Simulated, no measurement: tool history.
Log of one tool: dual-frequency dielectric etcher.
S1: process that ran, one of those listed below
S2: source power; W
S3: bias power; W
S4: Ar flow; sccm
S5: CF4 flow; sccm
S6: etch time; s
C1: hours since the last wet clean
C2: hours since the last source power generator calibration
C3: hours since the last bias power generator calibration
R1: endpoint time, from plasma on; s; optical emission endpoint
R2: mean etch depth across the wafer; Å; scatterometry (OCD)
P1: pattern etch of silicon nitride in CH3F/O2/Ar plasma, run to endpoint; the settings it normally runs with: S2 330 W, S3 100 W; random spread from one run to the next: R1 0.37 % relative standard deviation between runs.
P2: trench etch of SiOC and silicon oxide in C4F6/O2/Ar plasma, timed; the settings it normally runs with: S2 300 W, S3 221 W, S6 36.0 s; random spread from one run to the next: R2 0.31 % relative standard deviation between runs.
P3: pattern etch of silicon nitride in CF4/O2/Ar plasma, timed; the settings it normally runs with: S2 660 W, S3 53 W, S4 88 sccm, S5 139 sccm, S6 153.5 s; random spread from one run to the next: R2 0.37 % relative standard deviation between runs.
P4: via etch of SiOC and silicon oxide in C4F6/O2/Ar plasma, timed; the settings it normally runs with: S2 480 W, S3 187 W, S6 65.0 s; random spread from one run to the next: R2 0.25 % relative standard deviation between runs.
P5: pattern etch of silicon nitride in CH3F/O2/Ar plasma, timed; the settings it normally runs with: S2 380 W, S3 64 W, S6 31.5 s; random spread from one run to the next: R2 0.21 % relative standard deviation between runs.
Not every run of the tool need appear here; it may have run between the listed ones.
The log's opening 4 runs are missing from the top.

run	day	S1	S2	S3	S4	S5	S6	C1	C2	C3	R1	R2
5	1.738	P1	330	100				341.0	667.4	556.7	57.645	
6	2.129	P1	330	142				350.4	676.8	566.1	50.466	
7	2.567	P1	330	100				360.9	687.3	576.6	57.798	
8	2.958	P3	660	53	88	92	153.5	370.3	696.7	586.0		3711.40
9	3.212	P2	300	221			20.0	376.4	702.8	592.1		365.87
10	3.688	P4	480	131			65.0	387.8	714.2	603.5		727.96
11	4.138	P1	450	71				398.6	725.0	614.3	58.021	
12	4.467	P1	330	100				406.5	732.9	622.2	57.703	
13	4.762	P5	240	64			31.5	413.6	740.0	629.3		168.44
14	5.058	P3	660	53	88	139	153.5	420.7	747.1	636.4		3862.80
15	5.458	P5	380	64			31.5	430.3	756.7	646.0		200.03
16	5.746	P2	300	148			36.0	437.2	763.6	652.9		573.29
17	5.962	P1	330	73				442.4	768.8	658.1	64.795	
18	6.408	P4	480	187			65.0	453.1	779.5	668.8		803.71
19	6.883	P4	480	187			65.0	464.5	790.9	680.2		805.48
20	7.333	P3	660	38	88	139	153.5	475.3	801.7	691.0		3475.40
21	7.762	P2	300	221			36.0	485.6	812.0	701.3		659.33
22	8.133	P5	380	46			31.5	494.5	820.9	710.2		179.55
23	8.521	P3	870	53	88	139	153.5	503.8	830.2	719.5		4973.40
24	8.988	P4	480	187			36.0	515.0	841.4	730.7		446.63
25	9.229	P1	330	100				520.8	847.2	736.5	57.660	
26	9.596	P1	230	100				529.6	856.0	745.3	66.048	
27	9.942	P1	330	100				537.9	864.3	753.6	57.461	
28	10.338	P3	660	53	118	139	153.5	547.4	873.8	763.1		3757.50

Run 29 has not been measured yet. What should we expect?
29	10.804	P1	330	100				558.6	885.0	774.3	?	

R1: 57.493 s
